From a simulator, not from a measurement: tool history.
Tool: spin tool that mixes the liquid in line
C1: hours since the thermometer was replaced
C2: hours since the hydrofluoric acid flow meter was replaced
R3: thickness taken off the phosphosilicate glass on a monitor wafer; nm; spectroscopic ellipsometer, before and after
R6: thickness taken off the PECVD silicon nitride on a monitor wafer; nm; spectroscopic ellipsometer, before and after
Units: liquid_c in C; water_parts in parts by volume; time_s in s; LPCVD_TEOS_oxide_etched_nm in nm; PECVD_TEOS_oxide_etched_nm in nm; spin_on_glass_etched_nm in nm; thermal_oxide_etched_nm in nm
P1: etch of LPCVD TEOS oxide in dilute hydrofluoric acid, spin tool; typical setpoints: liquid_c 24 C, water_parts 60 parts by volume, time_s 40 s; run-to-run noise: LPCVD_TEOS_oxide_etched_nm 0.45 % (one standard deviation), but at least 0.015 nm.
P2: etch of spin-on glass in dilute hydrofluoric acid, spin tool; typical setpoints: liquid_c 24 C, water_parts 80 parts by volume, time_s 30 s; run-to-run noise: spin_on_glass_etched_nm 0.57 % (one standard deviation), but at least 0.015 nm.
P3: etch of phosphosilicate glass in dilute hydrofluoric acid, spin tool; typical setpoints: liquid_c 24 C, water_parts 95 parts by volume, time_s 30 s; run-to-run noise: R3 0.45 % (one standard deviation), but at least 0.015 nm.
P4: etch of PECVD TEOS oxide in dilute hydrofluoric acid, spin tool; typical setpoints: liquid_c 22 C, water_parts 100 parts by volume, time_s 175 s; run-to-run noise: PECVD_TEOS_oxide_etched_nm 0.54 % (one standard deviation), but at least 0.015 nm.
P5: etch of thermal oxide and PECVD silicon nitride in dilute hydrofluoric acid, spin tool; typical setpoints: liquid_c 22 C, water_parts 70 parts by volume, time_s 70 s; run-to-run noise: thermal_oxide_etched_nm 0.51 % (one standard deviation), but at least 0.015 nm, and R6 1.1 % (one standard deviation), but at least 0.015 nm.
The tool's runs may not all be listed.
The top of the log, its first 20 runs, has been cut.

run 21 hour=241 | process=P1 liquid_c=24 water_parts=60 time_s=40 | C1=1704.6 C2=1085 | LPCVD_TEOS_oxide_etched_nm=11.94
run 22 hour=252.3 | process=P1 liquid_c=24 water_parts=60 time_s=40 | C1=1715.9 C2=1096.3 | LPCVD_TEOS_oxide_etched_nm=11.836
run 23 hour=265.2 | process=P1 liquid_c=24 water_parts=60 time_s=15 | C1=1728.8 C2=1109.2 | LPCVD_TEOS_oxide_etched_nm=4.4691
run 24 hour=276.5 | process=P4 liquid_c=22 water_parts=100 time_s=285 | C1=1740.1 C2=1120.5 | PECVD_TEOS_oxide_etched_nm=60.555
run 25 hour=289.8 | process=P1 liquid_c=24 water_parts=60 time_s=40 | C1=1753.4 C2=1133.8 | LPCVD_TEOS_oxide_etched_nm=11.79
run 26 hour=304.6 | process=P2 liquid_c=24 water_parts=80 time_s=60 | C1=1768.2 C2=1148.6 | spin_on_glass_etched_nm=25.281
run 27 hour=313.7 | process=P1 liquid_c=19.5 water_parts=60 time_s=40 | C1=1777.3 C2=1157.7 | LPCVD_TEOS_oxide_etched_nm=9.77
run 28 hour=329.4 | process=P1 liquid_c=24 water_parts=60 time_s=75 | C1=1793 C2=1173.4 | LPCVD_TEOS_oxide_etched_nm=22.131
run 29 hour=340.1 | process=P1 liquid_c=27.5 water_parts=90 time_s=40 | C1=1803.7 C2=1184.1 | LPCVD_TEOS_oxide_etched_nm=8.6887
run 30 hour=348.1 | process=P2 liquid_c=24 water_parts=80 time_s=30 | C1=1811.7 C2=1192.1 | spin_on_glass_etched_nm=12.482
run 31 hour=363.2 | process=P1 liquid_c=24 water_parts=60 time_s=40 | C1=1826.8 C2=1207.2 | LPCVD_TEOS_oxide_etched_nm=11.828
run 32 hour=376.9 | process=P5 liquid_c=29.5 water_parts=70 time_s=70 | C1=1840.5 C2=1220.9 | thermal_oxide_etched_nm=5.9112 R6=3.5077
run 33 hour=391.1 | process=P2 liquid_c=24 water_parts=140 time_s=30 | C1=1854.7 C2=1235.1 | spin_on_glass_etched_nm=6.654
run 34 hour=406.5 | process=P1 liquid_c=24 water_parts=60 time_s=40 | C1=1870.1 C2=1250.5 | LPCVD_TEOS_oxide_etched_nm=11.807
run 35 hour=416.6 | process=P1 liquid_c=24 water_parts=60 time_s=40 | C1=1880.2 C2=1260.6 | LPCVD_TEOS_oxide_etched_nm=11.502
run 36 hour=425.8 | process=P1 liquid_c=24 water_parts=60 time_s=40 | C1=1889.4 C2=1269.8 | LPCVD_TEOS_oxide_etched_nm=11.28
run 37 hour=438.3 | process=P1 liquid_c=24 water_parts=60 time_s=40 | C1=1901.9 C2=1282.3 | LPCVD_TEOS_oxide_etched_nm=11.192
run 38 hour=453.3 | process=P1 liquid_c=24 water_parts=60 time_s=40 | C1=1916.9 C2=1297.3 | LPCVD_TEOS_oxide_etched_nm=11.112
run 39 hour=467.2 | process=P1 liquid_c=24 water_parts=60 time_s=40 | C1=1930.8 C2=1311.2 | LPCVD_TEOS_oxide_etched_nm=11.015
run 40 hour=483.9 | process=P1 liquid_c=24 water_parts=60 time_s=40 | C1=1947.5 C2=1327.9 | LPCVD_TEOS_oxide_etched_nm=10.86

Run 41 is up next; what results do you expect?
run 41 hour=498.3 | process=P1 liquid_c=24 water_parts=60 time_s=40 | C1=1961.9 C2=1342.3 | LPCVD_TEOS_oxide_etched_nm=?

LPCVD_TEOS_oxide_etched_nm: 10.817 nm
